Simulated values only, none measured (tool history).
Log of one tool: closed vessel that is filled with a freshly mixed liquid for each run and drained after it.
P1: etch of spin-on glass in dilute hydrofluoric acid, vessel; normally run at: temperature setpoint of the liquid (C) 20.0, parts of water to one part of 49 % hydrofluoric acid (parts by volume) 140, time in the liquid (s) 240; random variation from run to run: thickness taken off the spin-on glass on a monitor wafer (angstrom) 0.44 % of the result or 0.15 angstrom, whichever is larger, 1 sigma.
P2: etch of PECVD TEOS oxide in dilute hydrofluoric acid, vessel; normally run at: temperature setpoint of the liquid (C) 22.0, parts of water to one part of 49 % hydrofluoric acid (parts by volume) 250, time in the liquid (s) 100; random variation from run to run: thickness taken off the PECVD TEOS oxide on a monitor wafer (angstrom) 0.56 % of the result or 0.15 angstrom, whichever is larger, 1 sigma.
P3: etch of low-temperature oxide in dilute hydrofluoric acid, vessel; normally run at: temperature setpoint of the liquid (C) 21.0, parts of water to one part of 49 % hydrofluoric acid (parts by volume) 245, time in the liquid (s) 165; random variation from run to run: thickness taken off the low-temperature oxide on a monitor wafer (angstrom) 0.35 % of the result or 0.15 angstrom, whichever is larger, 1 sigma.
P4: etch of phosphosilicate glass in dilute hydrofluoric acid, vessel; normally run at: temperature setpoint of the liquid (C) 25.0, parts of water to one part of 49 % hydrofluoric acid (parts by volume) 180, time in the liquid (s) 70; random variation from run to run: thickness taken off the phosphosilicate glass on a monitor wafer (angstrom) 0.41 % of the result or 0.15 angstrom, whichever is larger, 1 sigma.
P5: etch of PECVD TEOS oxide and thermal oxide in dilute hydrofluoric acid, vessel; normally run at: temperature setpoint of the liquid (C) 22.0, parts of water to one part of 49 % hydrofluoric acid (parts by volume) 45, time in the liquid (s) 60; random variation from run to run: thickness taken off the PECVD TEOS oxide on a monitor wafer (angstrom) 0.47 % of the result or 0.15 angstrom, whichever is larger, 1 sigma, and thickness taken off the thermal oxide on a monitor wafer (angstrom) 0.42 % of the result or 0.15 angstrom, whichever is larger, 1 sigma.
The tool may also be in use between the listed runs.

| run | day | process that ran | temperature setpoint of the liquid (C) | parts of water to one part of 49 % hydrofluoric acid (parts by volume) | time in the liquid (s) | hours since the thermometer was replaced | hours since the hydrofluoric acid flow meter was replaced | thickness taken off the spin-on glass on a monitor wafer (angstrom) | thickness taken off the PECVD TEOS oxide on a monitor wafer (angstrom) | thickness taken off the thermal oxide on a monitor wafer (angstrom) | thickness taken off the low-temperature oxide on a monitor wafer (angstrom) | thickness taken off the phosphosilicate glass on a monitor wafer (angstrom) |
|---|---|---|---|---|---|---|---|---|---|---|---|---|
| 1 | 0.088 | P1 | 20.0 | 140 | 240 | 1479.0 | 649.7 | 510.640 |  |  |  |  |
| 2 | 0.183 | P5 | 22.0 | 45 | 60 | 1481.3 | 652.0 |  | 368.140 | 61.692 |  |  |
| 3 | 0.304 | P3 | 21.0 | 70 | 165 | 1484.2 | 654.9 |  |  |  | 380.190 |  |
| 4 | 0.388 | P4 | 20.5 | 180 | 70 | 1486.2 | 656.9 |  |  |  |  | 185.62 |
| 5 | 0.554 | P3 | 21.0 | 245 | 165 | 1490.2 | 660.9 |  |  |  | 89.866 |  |
| 6 | 0.683 | P1 | 20.0 | 140 | 240 | 1493.3 | 664.0 | 507.270 |  |  |  |  |
| 7 | 0.808 | P1 | 20.0 | 25 | 240 | 1496.3 | 667.0 | 3246.400 |  |  |  |  |
| 8 | 0.983 | P4 | 25.0 | 180 | 30 | 1500.5 | 671.2 |  |  |  |  | 94.55 |
| 9 | 1.062 | P1 | 20.0 | 140 | 240 | 1502.4 | 673.1 | 507.940 |  |  |  |  |
| 10 | 1.225 | P2 | 22.0 | 250 | 30 | 1506.3 | 677.0 |  | 22.768 |  |  |  |
| 11 | 1.346 | P1 | 20.0 | 140 | 240 | 1509.2 | 679.9 | 509.340 |  |  |  |  |
| 12 | 1.525 | P1 | 20.0 | 140 | 240 | 1513.5 | 684.2 | 512.510 |  |  |  |  |
| 13 | 1.612 | P2 | 22.0 | 445 | 100 | 1515.6 | 686.3 |  | 35.946 |  |  |  |
| 14 | 1.783 | P1 | 20.0 | 140 | 350 | 1519.7 | 690.4 | 739.680 |  |  |  |  |
| 15 | 1.888 | P1 | 20.0 | 40 | 335 | 1522.2 | 692.9 | 2769.700 |  |  |  |  |
| 16 | 2.071 | P5 | 27.5 | 45 | 60 | 1526.6 | 697.3 |  | 460.450 | 77.377 |  |  |
| 17 | 2.192 | P1 | 17.0 | 140 | 240 | 1529.5 | 700.2 | 449.390 |  |  |  |  |
| 18 | 2.367 | P5 | 22.0 | 20 | 60 | 1533.7 | 704.4 |  | 857.420 | 142.470 |  |  |
| 19 | 2.538 | P1 | 26.0 | 140 | 240 | 1537.8 | 708.5 | 639.640 |  |  |  |  |
| 20 | 2.704 | P3 | 21.0 | 245 | 40 | 1541.8 | 712.5 |  |  |  | 21.958 |  |
| 21 | 2.867 | P4 | 25.0 | 300 | 70 | 1545.7 | 716.4 |  |  |  |  | 116.06 |
| 22 | 2.958 | P4 | 25.0 | 180 | 70 | 1547.9 | 718.6 |  |  |  |  | 221.57 |
| 23 | 3.142 | P3 | 25.0 | 245 | 165 | 1552.3 | 723.0 |  |  |  | 104.810 |  |
| 24 | 3.308 | P1 | 20.0 | 255 | 240 | 1556.3 | 727.0 | 250.290 |  |  |  |  |
| 25 | 3.475 | P2 | 17.0 | 250 | 100 | 1560.3 | 731.0 |  | 62.911 |  |  |  |
| 26 | 3.588 | P5 | 22.0 | 45 | 30 | 1563.0 | 733.7 |  | 183.170 | 30.819 |  |  |
| 27 | 3.721 | P2 | 22.0 | 250 | 100 | 1566.2 | 736.9 |  | 76.266 |  |  |  |
| 28 | 3.808 | P1 | 20.0 | 140 | 240 | 1568.3 | 739.0 | 507.610 |  |  |  |  |
| 29 | 3.925 | P1 | 20.0 | 140 | 75 | 1571.1 | 741.8 | 158.300 |  |  |  |  |
| 30 | 4.100 | P1 | 17.0 | 140 | 30 | 1575.3 | 746.0 | 56.395 |  |  |  |  |
| 31 | 4.254 | P1 | 20.0 | 140 | 240 | 1579.0 | 749.7 | 511.010 |  |  |  |  |
| 32 | 4.358 | P1 | 20.0 | 140 | 240 | 1581.5 | 752.2 | 507.710 |  |  |  |  |
| 33 | 4.496 | P1 | 20.0 | 140 | 240 | 1584.8 | 755.5 | 529.290 |  |  |  |  |
| 34 | 4.588 | P1 | 20.0 | 140 | 240 | 1587.0 | 757.7 | 537.080 |  |  |  |  |
| 35 | 4.671 | P1 | 20.0 | 140 | 240 | 1589.0 | 759.7 | 539.370 |  |  |  |  |
| 36 | 4.817 | P1 | 20.0 | 140 | 240 | 1592.5 | 763.2 | 547.050 |  |  |  |  |
| 37 | 4.896 | P1 | 20.0 | 140 | 240 | 1594.4 | 765.1 | 549.540 |  |  |  |  |
| 38 | 4.975 | P1 | 20.0 | 140 | 240 | 1596.3 | 767.0 | 554.020 |  |  |  |  |
| 39 | 5.146 | P1 | 20.0 | 140 | 240 | 1600.4 | 771.1 | 555.410 |  |  |  |  |
| 40 | 5.246 | P1 | 20.0 | 140 | 240 | 1602.8 | 773.5 | 558.660 |  |  |  |  |
| 41 | 5.333 | P1 | 20.0 | 140 | 240 | 1604.9 | 775.6 | 557.710 |  |  |  |  |
| 42 | 5.512 | P1 | 20.0 | 140 | 240 | 1609.2 | 779.9 | 561.140 |  |  |  |  |
| 43 | 5.662 | P1 | 20.0 | 140 | 240 | 1612.8 | 783.5 | 557.250 |  |  |  |  |

What P1 gives has crept away from where it was. These 2 causes fit the log equally well, each at the size given:
A: hydrofluoric acid flow above the setpoint (%) = 8.74
B: liquid hotter than its thermometer reads (K) = 2.43
The creep began at about day 4.358.

4 check runs are offered, each on 2 wafers whose results are averaged, their results left as question marks. Which one tells the causes apart?
| check 1 | 5.812 | P2 | 22.0 | 430 | 100 |  |  |  | ? |  |  |  |
| check 2 | 5.812 | P4 | 21.0 | 180 | 30 |  |  |  |  |  |  | ? |
| check 3 | 5.812 | P5 | 27.5 | 45 | 30 |  |  |  | ? | ? |  |  |
| check 4 | 5.812 | P3 | 21.0 | 170 | 50 |  |  |  |  |  | ? |  |

What each check would give under each cause:
| check | result | if A | if B |
|---|---|---|---|
| check 1 | thickness taken off the PECVD TEOS oxide on a monitor wafer (angstrom) | 42.060 | 40.662 |
| check 2 | thickness taken off the phosphosilicate glass on a monitor wafer (angstrom) | 89.426 | 88.888 |
| check 3 | thickness taken off the PECVD TEOS oxide on a monitor wafer (angstrom) | 252.150 | 254.080 |
| check 3 | thickness taken off the thermal oxide on a monitor wafer (angstrom) | 42.352 | 42.677 |
| check 4 | thickness taken off the low-temperature oxide on a monitor wafer (angstrom) | 46.834 | 46.613 |
How far apart the two closest causes lie, in the result that separates them most: check 1 3.38 %; check 2 0.6 %; check 3 0.76 %; check 4 0.47 %
Only check 1 tells the causes apart: in the others they would give nearly the same result.

Then check 1 was run and gave: thickness taken off the PECVD TEOS oxide on a monitor wafer (angstrom) 41.689. Which cause is it?

It is A: hydrofluoric acid flow above the setpoint (%).
